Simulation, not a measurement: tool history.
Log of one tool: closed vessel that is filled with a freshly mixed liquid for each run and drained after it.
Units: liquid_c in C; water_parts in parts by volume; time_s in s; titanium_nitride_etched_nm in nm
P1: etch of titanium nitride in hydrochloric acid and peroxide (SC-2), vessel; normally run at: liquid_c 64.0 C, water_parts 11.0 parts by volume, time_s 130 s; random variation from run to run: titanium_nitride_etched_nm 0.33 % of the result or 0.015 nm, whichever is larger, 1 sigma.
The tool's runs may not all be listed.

Run 1, hour 7.8: liquid_c 64.0 C, water_parts 11.0 parts by volume, time_s 130 s. Result: titanium_nitride_etched_nm 12.7340 nm.
Run 2, hour 18.9: liquid_c 64.0 C, water_parts 16.5 parts by volume, time_s 205 s. Result: titanium_nitride_etched_nm 14.0510 nm.
Run 3, hour 25.8: liquid_c 64.0 C, water_parts 11.0 parts by volume, time_s 130 s. Result: titanium_nitride_etched_nm 12.7270 nm.
Run 4, hour 38.3: liquid_c 64.0 C, water_parts 11.0 parts by volume, time_s 130 s. Result: titanium_nitride_etched_nm 12.7180 nm.
Run 5, hour 50.3: liquid_c 48.5 C, water_parts 11.0 parts by volume, time_s 130 s. Result: titanium_nitride_etched_nm 4.7551 nm.
Run 6, hour 62.0: liquid_c 64.0 C, water_parts 11.0 parts by volume, time_s 30 s. Result: titanium_nitride_etched_nm 2.9315 nm.
Run 7, hour 67.9: liquid_c 64.0 C, water_parts 11.0 parts by volume, time_s 130 s. Result: titanium_nitride_etched_nm 12.7040 nm.
Run 8, hour 74.5: liquid_c 64.0 C, water_parts 11.0 parts by volume, time_s 265 s. Result: titanium_nitride_etched_nm 26.0220 nm.
Run 9, hour 80.6: liquid_c 64.0 C, water_parts 11.0 parts by volume, time_s 130 s. Result: titanium_nitride_etched_nm 12.7430 nm.
Run 10, hour 92.3: liquid_c 53.0 C, water_parts 7.0 parts by volume, time_s 130 s. Result: titanium_nitride_etched_nm 9.1785 nm.
Run 11, hour 100.7: liquid_c 64.0 C, water_parts 11.0 parts by volume, time_s 130 s. Result: titanium_nitride_etched_nm 12.7880 nm.
Run 12, hour 106.4: liquid_c 72.0 C, water_parts 11.0 parts by volume, time_s 130 s. Result: titanium_nitride_etched_nm 20.6960 nm.
Run 13, hour 117.5: liquid_c 64.0 C, water_parts 19.5 parts by volume, time_s 130 s. Result: titanium_nitride_etched_nm 7.7128 nm.
Run 14, hour 128.8: liquid_c 64.0 C, water_parts 4.0 parts by volume, time_s 130 s. Result: titanium_nitride_etched_nm 27.7620 nm.
Run 15, hour 138.3: liquid_c 64.0 C, water_parts 5.0 parts by volume, time_s 30 s. Result: titanium_nitride_etched_nm 5.4712 nm.
Run 16, hour 150.5: liquid_c 64.0 C, water_parts 11.0 parts by volume, time_s 130 s. Result: titanium_nitride_etched_nm 12.7440 nm.
Run 17, hour 162.5: liquid_c 64.0 C, water_parts 11.0 parts by volume, time_s 130 s. Result: titanium_nitride_etched_nm 13.2120 nm.
Run 18, hour 169.7: liquid_c 64.0 C, water_parts 11.0 parts by volume, time_s 130 s. Result: titanium_nitride_etched_nm 13.4170 nm.
Run 19, hour 180.5: liquid_c 64.0 C, water_parts 11.0 parts by volume, time_s 130 s. Result: titanium_nitride_etched_nm 13.4810 nm.
Run 20, hour 188.6: liquid_c 64.0 C, water_parts 11.0 parts by volume, time_s 130 s. Result: titanium_nitride_etched_nm 13.4890 nm.

Forecast run 21:
Run 21, hour 196.9: liquid_c 64.0 C, water_parts 11.0 parts by volume, time_s 130 s. Result: titanium_nitride_etched_nm ?.

titanium_nitride_etched_nm: 13.5950 nm
